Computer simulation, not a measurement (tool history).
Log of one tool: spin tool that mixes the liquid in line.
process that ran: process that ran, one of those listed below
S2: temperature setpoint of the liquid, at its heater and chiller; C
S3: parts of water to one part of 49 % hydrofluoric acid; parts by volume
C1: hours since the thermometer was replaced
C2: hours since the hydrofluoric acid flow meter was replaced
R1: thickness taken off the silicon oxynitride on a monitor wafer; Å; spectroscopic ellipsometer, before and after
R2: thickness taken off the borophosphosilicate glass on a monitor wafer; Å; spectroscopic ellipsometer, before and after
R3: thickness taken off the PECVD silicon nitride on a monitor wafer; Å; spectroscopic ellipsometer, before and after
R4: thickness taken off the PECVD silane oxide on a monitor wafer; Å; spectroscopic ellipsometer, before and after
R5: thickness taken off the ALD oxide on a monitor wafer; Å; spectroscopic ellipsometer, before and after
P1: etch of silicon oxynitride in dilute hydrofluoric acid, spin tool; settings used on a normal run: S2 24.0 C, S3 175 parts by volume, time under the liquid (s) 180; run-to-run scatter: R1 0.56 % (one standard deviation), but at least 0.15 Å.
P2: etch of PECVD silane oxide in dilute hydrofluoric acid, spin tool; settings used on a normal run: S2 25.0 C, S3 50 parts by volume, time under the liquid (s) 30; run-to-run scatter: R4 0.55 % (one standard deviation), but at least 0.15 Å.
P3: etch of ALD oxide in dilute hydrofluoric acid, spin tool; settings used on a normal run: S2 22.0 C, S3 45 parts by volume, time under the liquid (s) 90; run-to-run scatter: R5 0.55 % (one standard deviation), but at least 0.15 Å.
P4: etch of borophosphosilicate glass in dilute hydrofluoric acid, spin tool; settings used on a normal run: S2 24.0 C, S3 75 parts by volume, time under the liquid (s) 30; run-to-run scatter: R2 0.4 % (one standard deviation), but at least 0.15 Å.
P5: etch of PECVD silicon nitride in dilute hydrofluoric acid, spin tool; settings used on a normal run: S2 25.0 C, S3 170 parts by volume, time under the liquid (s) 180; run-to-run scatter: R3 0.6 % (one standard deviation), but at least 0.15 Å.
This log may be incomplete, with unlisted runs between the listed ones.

{"run": 1, "hour": 2.2, "process that ran": "P1", "S2": 24.0, "S3": 175, "time under the liquid (s)": 180, "C1": 203.3, "C2": 265.3, "R1": 45.761}
{"run": 2, "hour": 4.9, "process that ran": "P4", "S2": 24.0, "S3": 75, "time under the liquid (s)": 30, "C1": 206.0, "C2": 268.0, "R2": 139.03}
{"run": 3, "hour": 8.2, "process that ran": "P5", "S2": 25.0, "S3": 170, "time under the liquid (s)": 180, "C1": 209.3, "C2": 271.3, "R3": 49.544}
{"run": 4, "hour": 11.2, "process that ran": "P4", "S2": 24.0, "S3": 75, "time under the liquid (s)": 30, "C1": 212.3, "C2": 274.3, "R2": 139.35}
{"run": 5, "hour": 13.9, "process that ran": "P2", "S2": 30.0, "S3": 50, "time under the liquid (s)": 30, "C1": 215.0, "C2": 277.0, "R4": 122.49}
{"run": 6, "hour": 17.4, "process that ran": "P4", "S2": 24.0, "S3": 75, "time under the liquid (s)": 60, "C1": 218.5, "C2": 280.5, "R2": 276.51}
{"run": 7, "hour": 21.9, "process that ran": "P5", "S2": 25.0, "S3": 170, "time under the liquid (s)": 330, "C1": 223.0, "C2": 285.0, "R3": 90.559}
{"run": 8, "hour": 26.5, "process that ran": "P4", "S2": 32.5, "S3": 75, "time under the liquid (s)": 30, "C1": 227.6, "C2": 289.6, "R2": 193.69}
{"run": 9, "hour": 29.2, "process that ran": "P2", "S2": 25.0, "S3": 50, "time under the liquid (s)": 15, "C1": 230.3, "C2": 292.3, "R4": 50.217}
{"run": 10, "hour": 34.0, "process that ran": "P1", "S2": 24.0, "S3": 305, "time under the liquid (s)": 180, "C1": 235.1, "C2": 297.1, "R1": 24.104}
{"run": 11, "hour": 38.4, "process that ran": "P1", "S2": 24.0, "S3": 175, "time under the liquid (s)": 180, "C1": 239.5, "C2": 301.5, "R1": 46.536}
{"run": 12, "hour": 43.0, "process that ran": "P5", "S2": 25.0, "S3": 290, "time under the liquid (s)": 180, "C1": 244.1, "C2": 306.1, "R3": 29.536}
{"run": 13, "hour": 47.0, "process that ran": "P1", "S2": 31.5, "S3": 175, "time under the liquid (s)": 340, "C1": 248.1, "C2": 310.1, "R1": 120.36}
{"run": 14, "hour": 51.8, "process that ran": "P1", "S2": 32.0, "S3": 175, "time under the liquid (s)": 180, "C1": 252.9, "C2": 314.9, "R1": 65.164}
{"run": 15, "hour": 56.0, "process that ran": "P1", "S2": 31.5, "S3": 235, "time under the liquid (s)": 180, "C1": 257.1, "C2": 319.1, "R1": 44.84}
{"run": 16, "hour": 60.7, "process that ran": "P5", "S2": 29.0, "S3": 170, "time under the liquid (s)": 180, "C1": 261.8, "C2": 323.8, "R3": 63.156}
{"run": 17, "hour": 64.3, "process that ran": "P3", "S2": 22.0, "S3": 45, "time under the liquid (s)": 140, "C1": 265.4, "C2": 327.4, "R5": 892.63}
{"run": 18, "hour": 69.2, "process that ran": "P3", "S2": 29.0, "S3": 45, "time under the liquid (s)": 90, "C1": 270.3, "C2": 332.3, "R5": 770.56}
{"run": 19, "hour": 74.2, "process that ran": "P1", "S2": 19.5, "S3": 175, "time under the liquid (s)": 180, "C1": 275.3, "C2": 337.3, "R1": 37.253}
{"run": 20, "hour": 77.6, "process that ran": "P1", "S2": 24.0, "S3": 175, "time under the liquid (s)": 180, "C1": 278.7, "C2": 340.7, "R1": 46.159}
{"run": 21, "hour": 81.9, "process that ran": "P4", "S2": 24.0, "S3": 130, "time under the liquid (s)": 30, "C1": 283.0, "C2": 345.0, "R2": 74.817}
{"run": 22, "hour": 86.6, "process that ran": "P1", "S2": 24.0, "S3": 175, "time under the liquid (s)": 180, "C1": 287.7, "C2": 349.7, "R1": 46.131}
{"run": 23, "hour": 89.3, "process that ran": "P1", "S2": 24.0, "S3": 75, "time under the liquid (s)": 180, "C1": 290.4, "C2": 352.4, "R1": 117.31}
{"run": 24, "hour": 93.2, "process that ran": "P2", "S2": 25.0, "S3": 50, "time under the liquid (s)": 30, "C1": 294.3, "C2": 356.3, "R4": 99.632}
{"run": 25, "hour": 98.0, "process that ran": "P2", "S2": 25.0, "S3": 85, "time under the liquid (s)": 30, "C1": 299.1, "C2": 361.1, "R4": 56.513}

The next listed run, before its measurement:
{"run": 26, "hour": 103.0, "process that ran": "P1", "S2": 24.0, "S3": 175, "time under the liquid (s)": 295, "C1": 304.1, "C2": 366.1, "R1": "?"}

Run 26 gave R1 75.996 Å.
